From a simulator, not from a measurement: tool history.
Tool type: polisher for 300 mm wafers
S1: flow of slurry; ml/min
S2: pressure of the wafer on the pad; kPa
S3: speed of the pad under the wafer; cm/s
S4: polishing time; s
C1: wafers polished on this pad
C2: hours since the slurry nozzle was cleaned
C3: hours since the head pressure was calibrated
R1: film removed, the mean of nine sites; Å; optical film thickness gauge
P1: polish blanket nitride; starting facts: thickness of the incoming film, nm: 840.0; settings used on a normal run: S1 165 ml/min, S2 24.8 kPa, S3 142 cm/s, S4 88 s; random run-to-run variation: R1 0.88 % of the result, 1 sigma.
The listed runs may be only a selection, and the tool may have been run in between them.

run 1 hour=14.1 | S1=165 S2=24.8 S3=142 S4=88 | C1=784 C2=67.7 C3=385.9 | R1=2413.8
run 2 hour=24.9 | S1=165 S2=24.8 S3=70 S4=88 | C1=856 C2=78.5 C3=396.7 | R1=1385.7
run 3 hour=31.3 | S1=165 S2=35.9 S3=142 S4=88 | C1=899 C2=84.9 C3=403.1 | R1=3474.1
run 4 hour=44.9 | S1=165 S2=11.0 S3=142 S4=88 | C1=990 C2=98.5 C3=416.7 | R1=1071.2
run 5 hour=51.2 | S1=210 S2=24.8 S3=214 S4=88 | C1=1032 C2=104.8 C3=423.0 | R1=3500.9
run 6 hour=63.4 | S1=165 S2=24.8 S3=142 S4=88 | C1=1113 C2=117.0 C3=435.2 | R1=2423.4
run 7 hour=69.8 | S1=165 S2=24.8 S3=142 S4=88 | C1=1156 C2=123.4 C3=441.6 | R1=2424.1
run 8 hour=77.0 | S1=165 S2=24.8 S3=142 S4=88 | C1=1204 C2=130.6 C3=448.8 | R1=2435.3
run 9 hour=85.4 | S1=165 S2=24.8 S3=142 S4=88 | C1=1260 C2=139.0 C3=457.2 | R1=2405.6
run 10 hour=98.9 | S1=165 S2=24.8 S3=142 S4=119 | C1=1351 C2=152.5 C3=470.7 | R1=3304.1
-- hour=100.4 head pressure recalibrated
run 11 hour=106.1 | S1=165 S2=24.8 S3=142 S4=40 | C1=1399 C2=159.7 C3=5.8 | R1=1099.1
run 12 hour=114.0 | S1=165 S2=24.8 S3=142 S4=88 | C1=1452 C2=167.6 C3=13.7 | R1=2439.6
run 13 hour=127.7 | S1=260 S2=24.8 S3=142 S4=88 | C1=1543 C2=181.3 C3=27.4 | R1=2565.6
run 14 hour=139.7 | S1=165 S2=24.8 S3=216 S4=88 | C1=1623 C2=193.3 C3=39.4 | R1=3336.9
run 15 hour=150.5 | S1=165 S2=24.8 S3=142 S4=88 | C1=1695 C2=204.1 C3=50.2 | R1=2396.6
run 16 hour=163.5 | S1=100 S2=24.8 S3=142 S4=88 | C1=1782 C2=217.1 C3=63.2 | R1=2166.6
run 17 hour=172.2 | S1=165 S2=24.8 S3=142 S4=88 | C1=1840 C2=225.8 C3=71.9 | R1=2428.3
run 18 hour=182.4 | S1=165 S2=24.8 S3=142 S4=88 | C1=1909 C2=236.0 C3=82.1 | R1=2359.8
run 19 hour=194.8 | S1=165 S2=24.8 S3=142 S4=88 | C1=1991 C2=248.4 C3=94.5 | R1=2288.4
run 20 hour=201.3 | S1=165 S2=24.8 S3=142 S4=88 | C1=2035 C2=254.9 C3=101.0 | R1=2274.3
run 21 hour=210.5 | S1=165 S2=24.8 S3=142 S4=88 | C1=2096 C2=264.1 C3=110.2 | R1=2264.1
run 22 hour=216.7 | S1=165 S2=24.8 S3=142 S4=88 | C1=2138 C2=270.3 C3=116.4 | R1=2211.6
run 23 hour=224.8 | S1=165 S2=24.8 S3=142 S4=88 | C1=2192 C2=278.4 C3=124.5 | R1=2219.5
-- hour=229.4 head pressure recalibrated
run 24 hour=231.6 | S1=165 S2=24.8 S3=142 S4=88 | C1=2237 C2=285.2 C3=2.2 | R1=2221.1
run 25 hour=239.6 | S1=165 S2=24.8 S3=142 S4=88 | C1=2291 C2=293.2 C3=10.2 | R1=2246.2
run 26 hour=250.5 | S1=165 S2=24.8 S3=142 S4=88 | C1=2364 C2=304.1 C3=21.1 | R1=2192.8
run 27 hour=261.9 | S1=165 S2=24.8 S3=142 S4=88 | C1=2440 C2=315.5 C3=32.5 | R1=2217.3
run 28 hour=271.6 | S1=165 S2=24.8 S3=142 S4=88 | C1=2505 C2=325.2 C3=42.2 | R1=2231.3

The log shows P1 creeping away from where it was. Any of the 2 causes listed here, at the size stated for it, fits the log just as well as the others:
A: removal rate lost through wear of the pad, % = 8.52
B: slurry flow missing at the pad, % = 36.4
The creep began at about hour 172.2.
The rest of the possible causes, and what rules out each one:
head's pressure below its setpoint, %: maintenance at hour 229.4, after the shift began, did not return the process to its former output

Which of the check runs below tells the causes apart, meaning the causes would give it clearly different results? Each run uses 5 wafers whose results are averaged, and each result is shown as a question mark.
run check 1 hour=281.3 | S1=165 S2=24.8 S3=104 S4=88 | R1=?
run check 2 hour=281.3 | S1=120 S2=24.8 S3=86 S4=88 | R1=?
run check 3 hour=281.3 | S1=165 S2=33.1 S3=208 S4=88 | R1=?
run check 4 hour=281.3 | S1=165 S2=24.8 S3=184 S4=52 | R1=?

What each check would give under each cause:
check=check_1 result=R1 if_A=1720.8 if_B=1720.6
check=check_2 result=R1 if_A=1393.7 if_B=1353.4
check=check_3 result=R1 if_A=3994.8 if_B=3994.4
check=check_4 result=R1 if_A=1605.0 if_B=1604.9
Gap, in per cent, between the two causes that each check separates least, read from the result that separates them most: check 1 0.01 %; check 2 2.93 %; check 3 0.01 %; check 4 0.01 %
Only check 2 tells the causes apart: in the others they would give nearly the same result.

The results of check 2 are: R1 1387.9 Å. Based on these, which of the listed causes is it?

Of the candidate causes, it is A: removal rate lost through wear of the pad, %.
